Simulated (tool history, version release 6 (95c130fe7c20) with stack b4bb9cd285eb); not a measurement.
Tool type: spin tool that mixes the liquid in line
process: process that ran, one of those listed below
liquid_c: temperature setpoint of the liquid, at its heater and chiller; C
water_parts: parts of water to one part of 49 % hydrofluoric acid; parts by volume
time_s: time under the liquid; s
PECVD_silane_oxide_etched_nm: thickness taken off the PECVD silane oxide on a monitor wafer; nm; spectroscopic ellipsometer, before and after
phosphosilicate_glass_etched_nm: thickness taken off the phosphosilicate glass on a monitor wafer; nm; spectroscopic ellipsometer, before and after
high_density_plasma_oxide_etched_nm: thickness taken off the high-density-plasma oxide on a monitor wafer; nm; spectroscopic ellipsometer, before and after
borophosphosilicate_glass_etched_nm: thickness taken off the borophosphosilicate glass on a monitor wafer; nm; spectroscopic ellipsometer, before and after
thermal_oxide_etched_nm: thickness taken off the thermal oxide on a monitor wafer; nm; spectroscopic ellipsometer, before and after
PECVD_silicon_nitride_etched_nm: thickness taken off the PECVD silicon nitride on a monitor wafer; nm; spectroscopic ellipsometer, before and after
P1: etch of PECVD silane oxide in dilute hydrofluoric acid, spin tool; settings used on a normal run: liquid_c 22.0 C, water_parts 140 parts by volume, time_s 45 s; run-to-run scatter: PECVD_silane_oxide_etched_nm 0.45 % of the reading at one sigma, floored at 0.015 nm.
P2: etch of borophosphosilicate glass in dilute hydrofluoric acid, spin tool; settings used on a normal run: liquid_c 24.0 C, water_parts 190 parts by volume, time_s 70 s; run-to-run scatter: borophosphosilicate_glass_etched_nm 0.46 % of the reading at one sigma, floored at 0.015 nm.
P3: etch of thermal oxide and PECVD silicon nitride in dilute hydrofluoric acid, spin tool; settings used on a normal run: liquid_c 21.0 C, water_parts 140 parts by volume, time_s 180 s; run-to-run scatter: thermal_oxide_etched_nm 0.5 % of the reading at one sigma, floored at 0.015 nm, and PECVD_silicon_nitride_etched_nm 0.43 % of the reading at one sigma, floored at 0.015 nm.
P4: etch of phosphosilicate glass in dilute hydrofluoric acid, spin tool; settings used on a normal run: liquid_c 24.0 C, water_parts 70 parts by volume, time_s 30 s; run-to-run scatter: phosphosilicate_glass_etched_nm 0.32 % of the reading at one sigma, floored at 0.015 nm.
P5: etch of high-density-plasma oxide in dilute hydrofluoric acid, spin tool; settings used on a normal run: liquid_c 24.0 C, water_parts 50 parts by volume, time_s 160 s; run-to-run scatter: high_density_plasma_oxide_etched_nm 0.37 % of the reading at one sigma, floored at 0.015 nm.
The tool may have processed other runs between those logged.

run   hour  process  liquid_c  water_parts  time_s  hours since the thermometer was replaced  hours since the hydrofluoric acid flow meter was replaced  PECVD_silane_oxide_etched_nm  phosphosilicate_glass_etched_nm  high_density_plasma_oxide_etched_nm  borophosphosilicate_glass_etched_nm  thermal_oxide_etched_nm  PECVD_silicon_nitride_etched_nm
  1    8.8       P1      22.0          140      45                                     327.5                                                     1107.9                        4.8457
  2   18.5       P1      22.0          210      25                                     337.2                                                     1117.6                        1.6601
  3   24.0       P1      22.0          140      75                                     342.7                                                     1123.1                        8.1322
  4   31.4       P4      24.0           70      45                                     350.1                                                     1130.5                                                         67.319
  5   42.1       P1      26.0          140      45                                     360.8                                                     1141.2                        5.6660
  6   51.6       P5      24.0           50     160                                     370.3                                                     1150.7                                                                                             17.7570
  7   61.9       P1      18.0          140      45                                     380.6                                                     1161.0                        4.1302
  8   73.5       P2      24.0          190      70                                     392.2                                                     1172.6                                                                                                                                  15.9090
  9   78.8       P3      21.0          140     180                                     397.5                                                     1177.9                                                                                                                                                            5.1432                           5.6868
 10   89.4       P3      21.0           70     180                                     408.1                                                     1188.5                                                                                                                                                           11.2410                          11.3110
 11   99.1       P2      24.0          325      70                                     417.8                                                     1198.2                                                                                                                                   8.1668
 12  110.5       P3      21.0          140      90                                     429.2                                                     1209.6                                                                                                                                                            2.5872                           2.8469
 13  117.1       P5      24.0           90     160                                     435.8                                                     1216.2                                                                                              9.3288
 14  126.7       P3      17.0          140     180                                     445.4                                                     1225.8                                                                                                                                                            4.3974                           4.3344
 15  132.4       P2      24.0          190      15                                     451.1                                                     1231.5                                                                                                                                   3.4285
 16  138.2       P5      24.0           50     160                                     456.9                                                     1237.3                                                                                             17.6330
 17  146.8       P1      22.0           85      45                                     465.5                                                     1245.9                        8.5452
 18  155.3       P4      24.0           70      30                                     474.0                                                     1254.4                                                         45.045
 19  164.1       P1      22.0          245      85                                     482.8                                                     1263.2                        4.6688
 20  174.1       P1      22.0          140      45                                     492.8                                                     1273.2                        4.8553
 21  184.4       P2      29.0          190      70                                     503.1                                                     1283.5                                                                                                                                  19.1060
 22  194.9       P1      22.0          140      45                                     513.6                                                     1294.0                        4.9048
 23  206.0       P1      17.0           60      45                                     524.7                                                     1305.1                       10.0400
 24  211.1       P1      22.0          140      45                                     529.8                                                     1310.2                        4.8428
 25  218.6       P1      22.0          140      15                                     537.3                                                     1317.7                        1.6277
 26  227.1       P4      30.0           70      30                                     545.8                                                     1326.2                                                         56.825
 27  234.7       P5      17.5           50     160                                     553.4                                                     1333.8                                                                                             13.5570
 28  244.6       P1      22.0          140      45                                     563.3                                                     1343.7                        4.8550
 29  254.1       P2      24.0          190      70                                     572.8                                                     1353.2                                                                                                                                  15.9750
 30  264.0       P1      22.0          250      45                                     582.7                                                     1363.1                        2.4534
 31  272.3       P5      24.0           50     265                                     591.0                                                     1371.4                                                                                             29.2570
 32  279.1       P4      24.0          115      30                                     597.8                                                     1378.2                                                         26.171
 33  286.9       P1      22.0          140      45                                     605.6                                                     1386.0                        4.8775
 34  297.1       P1      22.0          140      45                                     615.8                                                     1396.2                        5.1103
 35  304.6       P1      22.0          140      45                                     623.3                                                     1403.7                        5.1929
 36  309.7       P1      22.0          140      45                                     628.4                                                     1408.8                        5.2322
 37  320.0       P1      22.0          140      45                                     638.7                                                     1419.1                        5.2850
 38  326.7       P1      22.0          140      45                                     645.4                                                     1425.8                        5.2953
 39  337.3       P1      22.0          140      45                                     656.0                                                     1436.4                        5.3158

Compared with where it was, what P1 gives has crept away. Each cause listed below fits the log as well as the rest, at the size given for it:
A: hydrofluoric acid flow above the setpoint (%) = 7.76
B: liquid hotter than its thermometer reads (K) = 2.22
At approximately hour 286.9, the process output began to creep.

Listed below are the offered check runs, one wafer per run, with question marks in place of results. For which of them would the causes give clearly different outcomes?
check 1  347.9       P4      28.5          100      30                                                                                                                                                                   ?
check 2  347.9       P5      24.0           80     215                                                                                                                                                                                                        ?
check 3  347.9       P3      17.0          140     180                                                                                                                                                                                                                                                                      ?                                ?
check 4  347.9       P2      27.0          190      20                                                                                                                                                                                                                                             ?

Expected result of each check under each candidate cause:
  check                               result     if A     if B
check 1      phosphosilicate_glass_etched_nm   39.391   39.349
check 2  high_density_plasma_oxide_etched_nm  15.5440  15.6430
check 3              thermal_oxide_etched_nm   4.7974   4.8256
check 3      PECVD_silicon_nitride_etched_nm   4.6888   5.0751
check 4  borophosphosilicate_glass_etched_nm   5.5699   5.5044
Smallest distance between any two causes, each pair judged by its most separating result, in per cent: check 1 0.11 %; check 2 0.64 %; check 3 7.92 %; check 4 1.18 %
Of the check runs offered, only check 3 discriminates between the causes; the rest would read about the same regardless of which cause applies.

The results of check 3 are: thermal_oxide_etched_nm 4.7882 nm; PECVD_silicon_nitride_etched_nm 4.6709 nm. Based on these, which of the listed causes is it?

It was cause A: hydrofluoric acid flow above the setpoint (%).
